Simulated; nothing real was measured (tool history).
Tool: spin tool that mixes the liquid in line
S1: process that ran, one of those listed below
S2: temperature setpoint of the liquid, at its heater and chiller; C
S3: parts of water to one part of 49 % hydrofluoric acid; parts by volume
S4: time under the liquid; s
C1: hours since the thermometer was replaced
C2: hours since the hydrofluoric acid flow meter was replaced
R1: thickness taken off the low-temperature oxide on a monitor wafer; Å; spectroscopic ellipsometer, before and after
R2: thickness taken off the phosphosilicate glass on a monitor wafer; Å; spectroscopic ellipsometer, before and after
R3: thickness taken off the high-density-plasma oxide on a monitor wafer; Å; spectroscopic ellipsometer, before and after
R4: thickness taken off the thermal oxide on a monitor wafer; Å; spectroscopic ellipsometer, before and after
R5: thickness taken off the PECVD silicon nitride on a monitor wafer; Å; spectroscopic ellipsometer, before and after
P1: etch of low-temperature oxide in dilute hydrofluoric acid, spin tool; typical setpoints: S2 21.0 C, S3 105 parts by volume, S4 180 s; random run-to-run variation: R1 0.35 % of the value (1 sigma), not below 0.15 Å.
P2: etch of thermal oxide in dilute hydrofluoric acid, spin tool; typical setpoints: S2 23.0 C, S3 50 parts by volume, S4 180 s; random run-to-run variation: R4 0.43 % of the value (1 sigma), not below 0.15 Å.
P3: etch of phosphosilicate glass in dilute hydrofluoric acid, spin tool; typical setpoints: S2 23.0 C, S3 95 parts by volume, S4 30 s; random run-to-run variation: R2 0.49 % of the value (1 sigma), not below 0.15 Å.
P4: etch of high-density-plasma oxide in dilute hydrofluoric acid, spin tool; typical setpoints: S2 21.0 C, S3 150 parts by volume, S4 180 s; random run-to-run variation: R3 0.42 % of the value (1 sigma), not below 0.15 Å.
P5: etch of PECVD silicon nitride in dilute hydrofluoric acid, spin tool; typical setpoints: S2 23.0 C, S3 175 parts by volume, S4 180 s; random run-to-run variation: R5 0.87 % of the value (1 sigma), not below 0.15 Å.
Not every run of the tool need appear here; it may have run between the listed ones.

{"run": 1, "hour": 3.2, "S1": "P1", "S2": 21.0, "S3": 105, "S4": 180, "C1": 253.8, "C2": 389.9, "R1": 158.14}
{"run": 2, "hour": 7.1, "S1": "P1", "S2": 25.0, "S3": 50, "S4": 180, "C1": 257.7, "C2": 393.8, "R1": 414.32}
{"run": 3, "hour": 10.9, "S1": "P3", "S2": 23.0, "S3": 145, "S4": 30, "C1": 261.5, "C2": 397.6, "R2": 209.76}
{"run": 4, "hour": 14.8, "S1": "P3", "S2": 23.0, "S3": 95, "S4": 65, "C1": 265.4, "C2": 401.5, "R2": 739.44}
{"run": 5, "hour": 19.4, "S1": "P4", "S2": 21.0, "S3": 150, "S4": 180, "C1": 270.0, "C2": 406.1, "R3": 70.117}
{"run": 6, "hour": 24.8, "S1": "P1", "S2": 21.0, "S3": 105, "S4": 180, "C1": 275.4, "C2": 411.5, "R1": 157.52}
{"run": 7, "hour": 28.9, "S1": "P4", "S2": 21.0, "S3": 150, "S4": 310, "C1": 279.5, "C2": 415.6, "R3": 121.05}
{"run": 8, "hour": 33.3, "S1": "P1", "S2": 21.0, "S3": 170, "S4": 180, "C1": 283.9, "C2": 420.0, "R1": 90.663}
{"run": 9, "hour": 38.0, "S1": "P3", "S2": 23.0, "S3": 95, "S4": 30, "C1": 288.6, "C2": 424.7, "R2": 340.71}
{"run": 10, "hour": 41.3, "S1": "P1", "S2": 21.0, "S3": 105, "S4": 180, "C1": 291.9, "C2": 428.0, "R1": 157.01}
{"run": 11, "hour": 44.6, "S1": "P1", "S2": 21.0, "S3": 105, "S4": 80, "C1": 295.2, "C2": 431.3, "R1": 70.327}
{"run": 12, "hour": 49.9, "S1": "P1", "S2": 21.0, "S3": 105, "S4": 180, "C1": 300.5, "C2": 436.6, "R1": 157.96}
{"run": 13, "hour": 55.2, "S1": "P4", "S2": 21.0, "S3": 270, "S4": 180, "C1": 305.8, "C2": 441.9, "R3": 34.528}
{"run": 14, "hour": 59.7, "S1": "P1", "S2": 21.0, "S3": 60, "S4": 15, "C1": 310.3, "C2": 446.4, "R1": 24.443}
{"run": 15, "hour": 63.4, "S1": "P1", "S2": 17.0, "S3": 105, "S4": 180, "C1": 314.0, "C2": 450.1, "R1": 133.59}
{"run": 16, "hour": 68.7, "S1": "P2", "S2": 23.0, "S3": 25, "S4": 180, "C1": 319.3, "C2": 455.4, "R4": 372.38}
{"run": 17, "hour": 72.4, "S1": "P1", "S2": 21.0, "S3": 105, "S4": 180, "C1": 323.0, "C2": 459.1, "R1": 157.77}
{"run": 18, "hour": 77.9, "S1": "P5", "S2": 18.5, "S3": 175, "S4": 180, "C1": 328.5, "C2": 464.6, "R5": 18.189}
{"run": 19, "hour": 83.4, "S1": "P3", "S2": 28.5, "S3": 95, "S4": 30, "C1": 334.0, "C2": 470.1, "R2": 420.07}
{"run": 20, "hour": 86.7, "S1": "P5", "S2": 23.0, "S3": 40, "S4": 180, "C1": 337.3, "C2": 473.4, "R5": 104.39}
{"run": 21, "hour": 90.5, "S1": "P1", "S2": 17.0, "S3": 105, "S4": 290, "C1": 341.1, "C2": 477.2, "R1": 215.57}
{"run": 22, "hour": 94.9, "S1": "P3", "S2": 23.0, "S3": 95, "S4": 30, "C1": 345.5, "C2": 481.6, "R2": 340.84}
{"run": 23, "hour": 99.2, "S1": "P5", "S2": 23.0, "S3": 175, "S4": 285, "C1": 349.8, "C2": 485.9, "R5": 38.951}
{"run": 24, "hour": 105.0, "S1": "P2", "S2": 23.0, "S3": 50, "S4": 285, "C1": 355.6, "C2": 491.7, "R4": 286.21}
{"run": 25, "hour": 110.3, "S1": "P2", "S2": 23.0, "S3": 50, "S4": 180, "C1": 360.9, "C2": 497.0, "R4": 181.26}
{"run": 26, "hour": 116.3, "S1": "P5", "S2": 23.0, "S3": 175, "S4": 180, "C1": 366.9, "C2": 503.0, "R5": 24.01}
{"run": 27, "hour": 119.6, "S1": "P1", "S2": 21.0, "S3": 105, "S4": 180, "C1": 370.2, "C2": 506.3, "R1": 157.53}
{"run": 28, "hour": 123.0, "S1": "P2", "S2": 17.5, "S3": 50, "S4": 180, "C1": 373.6, "C2": 509.7, "R4": 143.0}
{"run": 29, "hour": 129.0, "S1": "P1", "S2": 21.0, "S3": 105, "S4": 355, "C1": 379.6, "C2": 515.7, "R1": 311.06}
{"run": 30, "hour": 134.2, "S1": "P1", "S2": 27.5, "S3": 105, "S4": 180, "C1": 384.8, "C2": 520.9, "R1": 203.38}
{"run": 31, "hour": 139.5, "S1": "P2", "S2": 23.0, "S3": 50, "S4": 180, "C1": 390.1, "C2": 526.2, "R4": 180.03}
{"run": 32, "hour": 145.1, "S1": "P4", "S2": 28.5, "S3": 150, "S4": 180, "C1": 395.7, "C2": 531.8, "R3": 93.207}
{"run": 33, "hour": 151.2, "S1": "P1", "S2": 21.0, "S3": 30, "S4": 180, "C1": 401.8, "C2": 537.9, "R1": 605.15}
{"run": 34, "hour": 154.0, "S1": "P1", "S2": 21.0, "S3": 105, "S4": 180, "C1": 404.6, "C2": 540.7, "R1": 157.66}
{"run": 35, "hour": 158.2, "S1": "P4", "S2": 21.0, "S3": 150, "S4": 180, "C1": 408.8, "C2": 544.9, "R3": 69.854}
{"run": 36, "hour": 161.2, "S1": "P1", "S2": 21.0, "S3": 105, "S4": 180, "C1": 411.8, "C2": 547.9, "R1": 158.16}

The next listed run, before its measurement:
{"run": 37, "hour": 165.8, "S1": "P1", "S2": 21.0, "S3": 105, "S4": 180, "C1": 416.4, "C2": 552.5, "R1": "?"}

{"run 37": {"R1": 153.58}}
